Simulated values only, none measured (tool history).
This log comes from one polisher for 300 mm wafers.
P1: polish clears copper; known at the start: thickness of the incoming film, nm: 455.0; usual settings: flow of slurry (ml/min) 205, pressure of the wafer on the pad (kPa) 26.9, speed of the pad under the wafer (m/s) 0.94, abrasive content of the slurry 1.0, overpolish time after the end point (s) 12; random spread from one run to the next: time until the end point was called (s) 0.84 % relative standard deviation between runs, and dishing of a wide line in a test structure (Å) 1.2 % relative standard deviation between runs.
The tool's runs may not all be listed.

run   hour  flow of slurry (ml/min)  pressure of the wafer on the pad (kPa)  speed of the pad under the wafer (m/s)  abrasive content of the slurry  overpolish time after the end point (s)  wafers polished on this pad  hours since the slurry nozzle was cleaned  hours since the head pressure was calibrated  hours since the slurry blender was calibrated  time until the end point was called (s)  dishing of a wide line in a test structure (Å)
  1   13.3                      205                                    26.9                                    0.94                             1.0                                       12                          331                                      531.0                                        1142.0                                          251.5                                  106.960                                          350.61
  2   23.9                      205                                    26.9                                    0.94                             1.0                                       20                          405                                      541.6                                        1152.6                                          262.1                                  106.760                                          555.56
  3   35.7                      270                                    26.9                                    0.94                             1.0                                       12                          488                                      553.4                                        1164.4                                          273.9                                  105.080                                          363.44
  4   50.8                      205                                    26.9                                    0.94                             1.0                                        4                          594                                      568.5                                        1179.5                                          289.0                                  107.850                                          124.99
  5   66.4                      205                                    26.9                                    0.94                             0.7                                       12                          703                                      584.1                                        1195.1                                          304.6                                  115.680                                          324.92
  6   82.2                      205                                    26.9                                    0.94                             1.0                                       12                          814                                      599.9                                        1210.9                                          320.4                                  106.220                                          353.94
  7   89.8                      205                                    26.9                                    0.94                             1.4                                       12                          867                                      607.5                                        1218.5                                          328.0                                   99.447                                          375.67
  8  102.4                      205                                    13.8                                    0.94                             1.0                                       12                          955                                      620.1                                        1231.1                                          340.6                                  208.960                                          186.32
  9  112.3                      205                                    26.9                                    0.94                             1.0                                       12                         1024                                      630.0                                        1241.0                                          350.5                                  106.690                                          353.68
     118.3  -- slurry blender recalibrated
 10  125.7                      205                                    26.9                                    0.94                             1.0                                       12                         1118                                      643.4                                        1254.4                                            7.4                                  106.810                                          358.34
 11  133.9                      205                                    42.1                                    0.94                             1.0                                       12                         1176                                      651.6                                        1262.6                                           15.6                                   69.812                                          533.34
 12  149.6                      205                                    26.9                                    0.54                             1.0                                       12                         1286                                      667.3                                        1278.3                                           31.3                                  186.960                                          212.48
 13  157.7                      125                                    26.9                                    0.94                             1.0                                       12                         1343                                      675.4                                        1286.4                                           39.4                                  114.140                                          329.78
     158.6  -- head pressure recalibrated
 14  165.8                      125                                    42.1                                    0.94                             1.0                                       12                         1399                                      683.5                                           7.2                                           47.5                                   74.242                                          500.33
 15  175.5                      205                                    26.9                                    1.36                             1.0                                       12                         1467                                      693.2                                          16.9                                           57.2                                   73.912                                          496.28
 16  186.4                      205                                    26.9                                    0.94                             1.0                                       12                         1544                                      704.1                                          27.8                                           68.1                                  106.740                                          352.77
 17  197.5                      205                                    26.9                                    0.94                             1.0                                       12                         1621                                      715.2                                          38.9                                           79.2                                  108.130                                          347.59
 18  206.6                      205                                    26.9                                    0.94                             1.0                                       12                         1685                                      724.3                                          48.0                                           88.3                                  109.310                                          344.69
 19  221.9                      205                                    26.9                                    0.94                             1.0                                       12                         1792                                      739.6                                          63.3                                          103.6                                  111.230                                          343.75
 20  235.0                      205                                    26.9                                    0.94                             1.0                                       12                         1884                                      752.7                                          76.4                                          116.7                                  113.030                                          331.77
 21  249.5                      205                                    26.9                                    0.94                             1.0                                       12                         1986                                      767.2                                          90.9                                          131.2                                  113.380                                          330.93
     251.9  -- worn pad replaced by a new one
     257.5  -- head pressure recalibrated
 22  263.6                      205                                    26.9                                    0.94                             1.0                                       12                           82                                      781.3                                           6.2                                          145.3                                  114.800                                          328.19
 23  276.3                      205                                    26.9                                    0.94                             1.0                                       12                          171                                      794.0                                          18.9                                          158.0                                  113.660                                          335.13
 24  285.2                      205                                    26.9                                    0.94                             1.0                                       12                          233                                      802.9                                          27.8                                          166.9                                  114.500                                          327.28
 25  293.2                      205                                    26.9                                    0.94                             1.0                                       12                          289                                      810.9                                          35.8                                          174.9                                  114.400                                          337.70
 26  301.0                      205                                    26.9                                    0.94                             1.0                                       12                          344                                      818.7                                          43.6                                          182.7                                  114.270                                          329.24

Something has made what P1 gives creep away from where it was; the 2 causes below, each at its own stated size, fit the log equally well:
A: slurry flow missing at the pad, % = 35.4
B: abrasive missing from the slurry, % = 28.2
Creep in the process output first set in at about hour 186.4.
Other possible causes, and why each is ruled out:
removal rate lost through wear of the pad, %: work on it at hour 251.9, done after the drift set in, did not restore what the process gave before
head's pressure below its setpoint, %: work on it at hour 257.5, done after the drift set in, did not restore what the process gave before

The list below offers 4 check runs, each averaging the results of 3 wafers, and shows each result as a question mark. For which of them would the listed causes give clearly different results?
check 1  308.8                      125                                    26.9                                    0.94                            1.00                                       12                                                                                                                                                                                                             ?                                               ?
check 2  308.8                      205                                    26.9                                    0.94                            1.35                                       12                                                                                                                                                                                                             ?                                               ?
check 3  308.8                      205                                    26.9                                    0.94                            1.00                                        6                                                                                                                                                                                                             ?                                               ?
check 4  308.8                      205                                    41.4                                    0.94                            1.00                                       12                                                                                                                                                                                                             ?                                               ?

What each check would give under each cause:
  check                                          result     if A     if B
check 1         time until the end point was called (s)  129.220  124.240
check 1  dishing of a wide line in a test structure (Å)   297.09   308.09
check 2         time until the end point was called (s)  107.310  107.570
check 2  dishing of a wide line in a test structure (Å)   352.43   351.63
check 3         time until the end point was called (s)  114.560  114.560
check 3  dishing of a wide line in a test structure (Å)   173.05   173.05
check 4         time until the end point was called (s)   74.467   74.463
check 4  dishing of a wide line in a test structure (Å)   497.43   497.45
Separation of the two closest causes in each check, using whichever result separates them best: check 1 3.93 %; check 2 0.25 %; check 3 0 %; check 4 0 %
Check 1 tells the causes apart: in the others they would give nearly the same result.

Check 1 has now been run. It gave: time until the end point was called (s) 129.650; dishing of a wide line in a test structure (Å) 297.62. Which of the candidate causes is it?

The correct cause is A, namely: slurry flow missing at the pad, %.
